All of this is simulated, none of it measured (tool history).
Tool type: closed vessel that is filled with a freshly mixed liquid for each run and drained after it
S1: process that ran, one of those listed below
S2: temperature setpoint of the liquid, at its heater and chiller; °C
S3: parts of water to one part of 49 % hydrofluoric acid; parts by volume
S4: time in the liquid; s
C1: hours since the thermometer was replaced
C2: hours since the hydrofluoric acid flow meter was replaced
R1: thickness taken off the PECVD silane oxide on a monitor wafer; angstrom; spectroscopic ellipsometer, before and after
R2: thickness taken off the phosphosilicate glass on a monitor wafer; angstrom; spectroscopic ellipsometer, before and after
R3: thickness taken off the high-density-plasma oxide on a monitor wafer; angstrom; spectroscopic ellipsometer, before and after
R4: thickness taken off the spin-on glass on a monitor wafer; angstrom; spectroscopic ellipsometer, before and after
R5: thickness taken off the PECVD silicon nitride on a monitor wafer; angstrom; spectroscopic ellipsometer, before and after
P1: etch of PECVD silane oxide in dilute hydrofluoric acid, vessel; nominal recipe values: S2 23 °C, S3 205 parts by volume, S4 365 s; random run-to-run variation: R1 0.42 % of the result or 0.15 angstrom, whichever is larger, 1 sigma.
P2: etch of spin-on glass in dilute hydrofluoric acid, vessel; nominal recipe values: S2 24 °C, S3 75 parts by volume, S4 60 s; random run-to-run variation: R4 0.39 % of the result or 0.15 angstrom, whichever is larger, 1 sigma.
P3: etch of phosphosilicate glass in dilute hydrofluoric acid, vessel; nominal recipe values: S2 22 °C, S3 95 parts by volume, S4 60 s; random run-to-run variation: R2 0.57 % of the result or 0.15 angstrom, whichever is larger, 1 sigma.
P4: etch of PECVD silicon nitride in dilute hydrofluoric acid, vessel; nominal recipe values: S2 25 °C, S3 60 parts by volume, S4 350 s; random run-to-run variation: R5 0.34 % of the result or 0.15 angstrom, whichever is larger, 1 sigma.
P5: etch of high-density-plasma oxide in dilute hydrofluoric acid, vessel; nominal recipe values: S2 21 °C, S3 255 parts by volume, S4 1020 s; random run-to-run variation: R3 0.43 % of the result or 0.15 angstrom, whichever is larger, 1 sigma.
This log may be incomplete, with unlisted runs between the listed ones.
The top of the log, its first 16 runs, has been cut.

run	day	S1	S2	S3	S4	C1	C2	R1	R2	R3	R4	R5
17	7.358	P3	22	175	60	565.6	1608.2		216.36			
18	7.667	P4	25	60	665	573	1615.6					526.47
19	8.042	P2	24	75	30	582	1624.6				201.69	
20	8.408	P2	24	75	60	590.8	1633.4				398.62	
21	8.988	P1	23	205	30	604.7	1647.3	23.941				
22	9.258	P1	23	90	365	611.2	1653.8	756.36				
23	9.821	P1	23	205	365	624.7	1667.3	291.51				
24	10.383	P1	23	205	365	638.2	1680.8	291.33				
25	10.829	P1	23	205	365	648.9	1691.5	292.54				

Run 26 is up next; what results do you expect?
26	11.262	P1	23	205	365	659.3	1701.9	?				

{"run 26": {"R1": 294.22}}
